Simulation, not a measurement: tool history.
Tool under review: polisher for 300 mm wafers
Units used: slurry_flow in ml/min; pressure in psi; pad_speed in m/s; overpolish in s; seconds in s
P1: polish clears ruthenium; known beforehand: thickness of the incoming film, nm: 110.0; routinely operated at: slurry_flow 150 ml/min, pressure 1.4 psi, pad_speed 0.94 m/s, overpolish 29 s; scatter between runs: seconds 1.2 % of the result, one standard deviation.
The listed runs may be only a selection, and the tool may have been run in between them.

run,hour,slurry_flow,pressure,pad_speed,overpolish,wafers polished on this pad,hours since the slurry nozzle was cleaned,hours since the head pressure was calibrated,seconds
1,6.0,150,1.4,0.94,29,765,259.7,319.5,175.64
2,10.9,115,1.4,0.62,29,805,264.6,324.4,280.79
3,19.0,150,1.4,1.38,44,872,272.7,332.5,116.18
4,27.7,95,1.4,0.52,29,944,281.4,341.2,348.54
5,34.7,150,1.4,0.94,29,1002,288.4,348.2,173.07
6,40.9,150,2.1,0.94,29,1053,294.6,354.4,116.27
7,49.7,150,1.4,0.94,49,1125,303.4,363.2,175.96
8,57.4,90,1.4,0.94,29,1189,311.1,370.9,198.49
9,65.6,190,1.4,0.94,29,1256,319.3,379.1,167.07
10,73.1,150,1.4,0.94,29,1318,326.8,386.6,172.76
11,82.9,150,1.4,0.52,29,1399,336.6,396.4,315.71
12,88.4,150,1.4,0.94,29,1444,342.1,401.9,169.87
13,93.0,150,0.7,0.94,29,1482,346.7,406.5,347.03
14,102.4,150,1.4,1.38,29,1560,356.1,415.9,117.11
15,111.8,150,1.4,0.94,9,1637,365.5,425.3,176.46
16,119.0,150,1.4,0.94,29,1696,372.7,432.5,177.23
17,124.6,150,1.4,0.94,29,1743,378.3,438.1,180.28
18,133.0,150,1.4,0.94,29,1812,386.7,446.5,183.36
19,138.4,150,1.4,0.94,29,1856,392.1,451.9,190.27
20,147.6,150,1.4,0.94,29,1932,401.3,461.1,185.93
# hour 150.0: head pressure recalibrated
21,155.7,150,1.4,0.94,29,1999,409.4,5.7,193.66
22,164.7,150,1.4,0.94,29,2073,418.4,14.7,193.81
23,173.9,150,1.4,0.94,29,2149,427.6,23.9,190.33
24,180.2,150,1.4,0.94,29,2201,433.9,30.2,197.36

Estimate the outcome of run 25 from the log above:
25,189.3,150,1.4,0.94,29,2276,443.0,39.3,?

Logged for run 25: seconds 192.86 s.
